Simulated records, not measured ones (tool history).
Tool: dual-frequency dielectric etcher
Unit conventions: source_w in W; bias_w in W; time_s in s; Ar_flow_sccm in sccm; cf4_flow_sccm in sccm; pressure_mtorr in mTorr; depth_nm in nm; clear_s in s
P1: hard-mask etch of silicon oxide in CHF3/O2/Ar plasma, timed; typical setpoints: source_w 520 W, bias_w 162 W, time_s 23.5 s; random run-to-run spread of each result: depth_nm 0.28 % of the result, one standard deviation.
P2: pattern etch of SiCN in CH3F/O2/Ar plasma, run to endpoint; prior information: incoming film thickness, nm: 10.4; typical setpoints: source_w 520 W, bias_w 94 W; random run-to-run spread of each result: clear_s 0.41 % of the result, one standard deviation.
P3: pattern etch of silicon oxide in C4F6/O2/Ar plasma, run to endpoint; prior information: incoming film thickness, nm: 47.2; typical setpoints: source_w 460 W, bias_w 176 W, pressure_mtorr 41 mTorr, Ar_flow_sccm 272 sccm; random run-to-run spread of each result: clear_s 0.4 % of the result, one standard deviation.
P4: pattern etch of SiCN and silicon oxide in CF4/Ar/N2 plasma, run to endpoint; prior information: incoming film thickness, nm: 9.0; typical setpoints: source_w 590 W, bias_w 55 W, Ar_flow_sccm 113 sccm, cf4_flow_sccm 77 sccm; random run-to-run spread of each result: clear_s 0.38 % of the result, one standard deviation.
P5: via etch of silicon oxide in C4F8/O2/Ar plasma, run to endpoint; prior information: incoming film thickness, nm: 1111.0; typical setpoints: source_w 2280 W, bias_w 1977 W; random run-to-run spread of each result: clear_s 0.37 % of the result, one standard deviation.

| run | hour | process | source_w | bias_w | time_s | Ar_flow_sccm | cf4_flow_sccm | pressure_mtorr | hours since the last wet clean | hours since the last source power generator calibration | hours since the last bias power generator calibration | depth_nm | clear_s |
|---|---|---|---|---|---|---|---|---|---|---|---|---|---|
| 1 | 4.6 | P1 | 520 | 162 | 23.5 |  |  |  | 343.1 | 2013.7 | 1537.5 | 41.742 |  |
| 2 | 8.1 | P1 | 520 | 162 | 23.5 |  |  |  | 346.6 | 2017.2 | 1541.0 | 41.509 |  |
| 3 | 12.0 | P4 | 590 | 55 |  | 113 | 52 |  | 350.5 | 2021.1 | 1544.9 |  | 9.4714 |
| 4 | 16.6 | P3 | 460 | 176 |  | 204 |  | 41 | 355.1 | 2025.7 | 1549.5 |  | 14.4960 |
| 5 | 21.2 | P3 | 460 | 176 |  | 272 |  | 41 | 359.7 | 2030.3 | 1554.1 |  | 14.9860 |
| 6 | 26.3 | P1 | 640 | 162 | 23.5 |  |  |  | 364.8 | 2035.4 | 1559.2 | 45.029 |  |
| 7 | 32.4 | P2 | 520 | 94 |  |  |  |  | 370.9 | 2041.5 | 1565.3 |  | 23.4010 |
| 8 | 39.5 | P3 | 460 | 176 |  | 272 |  | 57 | 378.0 | 2048.6 | 1572.4 |  | 15.5050 |
| 9 | 45.4 | P1 | 520 | 214 | 23.5 |  |  |  | 383.9 | 2054.5 | 1578.3 | 45.851 |  |
| 10 | 50.0 | P4 | 590 | 55 |  | 157 | 77 |  | 388.5 | 2059.1 | 1582.9 |  | 9.3568 |
| 11 | 54.2 | P1 | 520 | 162 | 23.5 |  |  |  | 392.7 | 2063.3 | 1587.1 | 41.560 |  |
| 12 | 57.9 | P1 | 520 | 162 | 29.0 |  |  |  | 396.4 | 2067.0 | 1590.8 | 51.334 |  |
| 13 | 64.6 | P1 | 520 | 162 | 13.0 |  |  |  | 403.1 | 2073.7 | 1597.5 | 23.059 |  |
| 14 | 67.8 | P5 | 1410 | 1977 |  |  |  |  | 406.3 | 2076.9 | 1600.7 |  | 252.6600 |
| 15 | 71.1 | P4 | 590 | 55 |  | 113 | 77 |  | 409.6 | 2080.2 | 1604.0 |  | 8.8698 |
| 16 | 75.8 | P5 | 2280 | 2472 |  |  |  |  | 414.3 | 2084.9 | 1608.7 |  | 197.0600 |
| 17 | 81.6 | P2 | 730 | 94 |  |  |  |  | 420.1 | 2090.7 | 1614.5 |  | 20.7270 |
| 18 | 85.2 | P4 | 790 | 55 |  | 113 | 77 |  | 423.7 | 2094.3 | 1618.1 |  | 6.7844 |
|  | 90.4 | source power generator calibrated |
| 19 | 91.5 | P3 | 620 | 176 |  | 272 |  | 41 | 430.0 | 1.2 | 1624.4 |  | 13.2020 |
| 20 | 98.7 | P1 | 520 | 115 | 23.5 |  |  |  | 437.2 | 8.4 | 1631.6 | 37.318 |  |
| 21 | 104.5 | P2 | 520 | 121 |  |  |  |  | 443.0 | 14.2 | 1637.4 |  | 21.2050 |
| 22 | 110.3 | P1 | 400 | 162 | 23.5 |  |  |  | 448.8 | 20.0 | 1643.2 | 37.606 |  |
| 23 | 116.4 | P5 | 2280 | 1977 |  |  |  |  | 454.9 | 26.1 | 1649.3 |  | 208.7400 |
| 24 | 123.6 | P3 | 460 | 176 |  | 272 |  | 41 | 462.1 | 33.3 | 1656.5 |  | 14.9350 |
| 25 | 127.2 | P2 | 520 | 94 |  |  |  |  | 465.7 | 36.9 | 1660.1 |  | 23.5100 |
| 26 | 133.6 | P3 | 460 | 236 |  | 272 |  | 41 | 472.1 | 43.3 | 1666.5 |  | 13.6420 |
| 27 | 137.5 | P1 | 520 | 162 | 23.5 |  |  |  | 476.0 | 47.2 | 1670.4 | 41.389 |  |
| 28 | 141.9 | P4 | 590 | 45 |  | 113 | 77 |  | 480.4 | 51.6 | 1674.8 |  | 9.3666 |
| 29 | 147.2 | P1 | 660 | 132 | 23.5 |  |  |  | 485.7 | 56.9 | 1680.1 | 42.660 |  |
| 30 | 154.0 | P1 | 520 | 162 | 23.5 |  |  |  | 492.5 | 63.7 | 1686.9 | 41.621 |  |
| 31 | 160.6 | P1 | 520 | 162 | 23.5 |  |  |  | 499.1 | 70.3 | 1693.5 | 41.481 |  |
| 32 | 164.7 | P1 | 520 | 162 | 23.5 |  |  |  | 503.2 | 74.4 | 1697.6 | 41.478 |  |
| 33 | 169.7 | P1 | 520 | 162 | 23.5 |  |  |  | 508.2 | 79.4 | 1702.6 | 41.316 |  |
| 34 | 174.5 | P1 | 520 | 162 | 23.5 |  |  |  | 513.0 | 84.2 | 1707.4 | 41.059 |  |
| 35 | 177.9 | P1 | 520 | 162 | 23.5 |  |  |  | 516.4 | 87.6 | 1710.8 | 40.963 |  |
|  | 181.7 | wet clean of the chamber |
| 36 | 184.5 | P1 | 520 | 162 | 23.5 |  |  |  | 2.9 | 94.2 | 1717.4 | 41.095 |  |
| 37 | 190.2 | P1 | 520 | 162 | 23.5 |  |  |  | 8.6 | 99.9 | 1723.1 | 41.045 |  |

Run 38 has not been measured yet. What should we expect?
| 38 | 197.0 | P1 | 520 | 162 | 23.5 |  |  |  | 15.4 | 106.7 | 1729.9 | ? |  |

depth_nm: 41.115 nm

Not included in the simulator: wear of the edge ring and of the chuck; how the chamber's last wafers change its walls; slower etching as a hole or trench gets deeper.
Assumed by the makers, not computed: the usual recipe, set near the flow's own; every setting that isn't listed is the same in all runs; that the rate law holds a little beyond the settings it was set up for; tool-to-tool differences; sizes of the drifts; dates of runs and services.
